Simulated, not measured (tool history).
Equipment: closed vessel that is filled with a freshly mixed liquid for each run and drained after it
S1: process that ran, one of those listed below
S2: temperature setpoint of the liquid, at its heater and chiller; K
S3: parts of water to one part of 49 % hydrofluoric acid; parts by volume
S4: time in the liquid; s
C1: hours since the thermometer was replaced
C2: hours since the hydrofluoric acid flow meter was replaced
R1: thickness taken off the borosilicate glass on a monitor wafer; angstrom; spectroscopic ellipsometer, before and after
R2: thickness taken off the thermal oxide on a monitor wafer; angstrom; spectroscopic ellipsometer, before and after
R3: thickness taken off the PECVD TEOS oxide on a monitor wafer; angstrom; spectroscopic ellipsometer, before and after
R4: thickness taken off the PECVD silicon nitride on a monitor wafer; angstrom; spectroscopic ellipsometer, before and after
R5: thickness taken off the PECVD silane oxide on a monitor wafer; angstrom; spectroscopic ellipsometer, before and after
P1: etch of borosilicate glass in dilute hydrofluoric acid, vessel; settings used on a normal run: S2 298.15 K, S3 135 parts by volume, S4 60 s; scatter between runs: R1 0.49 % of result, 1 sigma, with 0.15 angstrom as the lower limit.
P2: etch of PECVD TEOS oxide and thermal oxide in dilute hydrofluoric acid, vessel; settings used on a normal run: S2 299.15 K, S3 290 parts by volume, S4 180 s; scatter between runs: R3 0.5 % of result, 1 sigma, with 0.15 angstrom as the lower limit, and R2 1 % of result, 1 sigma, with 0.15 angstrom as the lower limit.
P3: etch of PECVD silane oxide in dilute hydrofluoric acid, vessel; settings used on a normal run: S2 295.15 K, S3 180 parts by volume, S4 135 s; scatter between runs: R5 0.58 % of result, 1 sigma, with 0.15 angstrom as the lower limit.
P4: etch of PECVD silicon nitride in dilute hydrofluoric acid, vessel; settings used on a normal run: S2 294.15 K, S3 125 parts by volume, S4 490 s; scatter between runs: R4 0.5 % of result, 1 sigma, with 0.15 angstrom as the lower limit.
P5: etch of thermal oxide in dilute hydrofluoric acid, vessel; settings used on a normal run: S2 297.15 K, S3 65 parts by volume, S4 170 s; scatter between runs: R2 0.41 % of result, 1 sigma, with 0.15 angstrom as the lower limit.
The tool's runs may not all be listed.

run,hour,S1,S2,S3,S4,C1,C2,R1,R2,R3,R4,R5
1,13.6,P1,298.15,135,60,323.5,562,228.25,,,,
2,30.2,P5,297.15,65,170,340.1,578.6,,130.56,,,
3,44.8,P2,299.15,290,180,354.7,593.2,,24.775,150.05,,
4,52.8,P1,298.15,135,60,362.7,601.2,227.43,,,,
5,66.7,P1,291.15,135,60,376.6,615.1,171.41,,,,
6,78.2,P5,297.15,65,170,388.1,626.6,,131.04,,,
7,95.3,P2,303.15,290,180,405.2,643.7,,28.997,170.66,,
8,104.2,P5,305.65,65,170,414.1,652.6,,182.29,,,
9,118.5,P4,301.15,125,490,428.4,666.9,,,,126.06,
10,126.5,P5,297.15,20,170,436.4,674.9,,454.98,,,
11,139.9,P3,295.15,30,135,449.8,688.3,,,,,900.32
12,148.6,P1,298.15,135,105,458.5,697,398.65,,,,
13,158.3,P3,290.15,180,135,468.2,706.7,,,,,103.92
14,174.4,P3,295.15,180,135,484.3,722.8,,,,,126.86
15,192.2,P2,299.15,55,180,502.1,740.6,,172.42,1038.2,,
16,201.2,P3,295.15,180,30,511.1,749.6,,,,,27.879
17,211.6,P1,298.15,185,60,521.5,760,157.49,,,,
18,220.6,P2,299.15,290,300,530.5,769,,42.41,247.8,,
19,234.2,P1,302.65,25,60,544.1,782.6,1702.3,,,,
20,246.8,P4,294.15,185,490,556.7,795.2,,,,54.075,
21,260.2,P3,295.15,180,135,570.1,808.6,,,,,125.58
# hour 268.6: hydrofluoric acid flow meter replaced
22,271.8,P1,298.15,135,30,581.7,3.3,113.89,,,,
23,288.1,P1,298.15,135,60,598,19.6,228.05,,,,
24,299.4,P1,298.15,135,60,609.3,30.9,229.27,,,,
25,308.8,P1,298.15,35,60,618.7,40.3,997.78,,,,
26,320.2,P5,297.15,65,285,630.1,51.7,,221.24,,,
27,335,P1,302.15,135,60,644.9,66.5,263.63,,,,
28,348.6,P4,294.15,125,30,658.5,80.1,,,,4.6057,
29,364,P1,298.15,135,60,673.9,95.5,226.84,,,,
30,378,P1,298.15,60,110,687.9,109.5,1033.9,,,,
31,391.4,P2,299.15,290,180,701.3,122.9,,24.634,150.01,,
32,400.1,P4,294.15,125,490,710,131.6,,,,79.701,
33,409.5,P1,298.15,195,30,719.4,141,73.784,,,,
34,421.2,P1,298.15,135,60,731.1,152.7,227.19,,,,
35,429.1,P1,298.15,135,60,739,160.6,223.72,,,,
36,446.8,P1,298.15,135,60,756.7,178.3,220.89,,,,
37,457,P1,298.15,135,60,766.9,188.5,218.35,,,,
38,474.2,P1,298.15,135,60,784.1,205.7,215.6,,,,
39,491.8,P1,298.15,135,60,801.7,223.3,214.78,,,,
40,499.6,P1,298.15,135,60,809.5,231.1,215.57,,,,
41,513.3,P1,298.15,135,60,823.2,244.8,213.51,,,,
42,526.9,P1,298.15,135,60,836.8,258.4,214.2,,,,
43,544.5,P1,298.15,135,60,854.4,276,214.25,,,,
44,561.8,P1,298.15,135,60,871.7,293.3,212.71,,,,

Something has made what P1 gives creep away from where it was; the 2 causes below, each at its own stated size, fit the log equally well:
A: hydrofluoric acid flow below the setpoint (%) = 5.41
B: liquid colder than its thermometer reads (K) = 1.68
The drift started at roughly hour 421.2.

Which of the 4 check runs listed below separates the causes, so that each cause would produce a clearly different result? Each run uses one wafer, and its results are marked with question marks.
check 1,579.1,P2,299.15,125,180,,,,?,?,,
check 2,579.1,P4,294.15,165,215,,,,,,?,
check 3,579.1,P5,304.65,65,225,,,,?,,,
check 4,579.1,P3,292.15,65,135,,,,,,,?

Check results expected under each cause:
check,result,if A,if B
check 1,R2,65.183,65.17
check 1,R3,392.51,392.44
check 2,R4,25.407,23.997
check 3,R2,218.83,218.12
check 4,R5,330.44,326.57
Distance between the nearest two causes, measured in the result of the check that separates them most: check 1 0.02 %; check 2 5.71 %; check 3 0.32 %; check 4 1.18 %
Of the check runs offered, only check 2 discriminates between the causes; the rest would read about the same regardless of which cause applies.

Check 2 has now been run. It gave: R4 23.905 angstrom. Which of the candidate causes is it?

Of the candidate causes, it is B: liquid colder than its thermometer reads (K).

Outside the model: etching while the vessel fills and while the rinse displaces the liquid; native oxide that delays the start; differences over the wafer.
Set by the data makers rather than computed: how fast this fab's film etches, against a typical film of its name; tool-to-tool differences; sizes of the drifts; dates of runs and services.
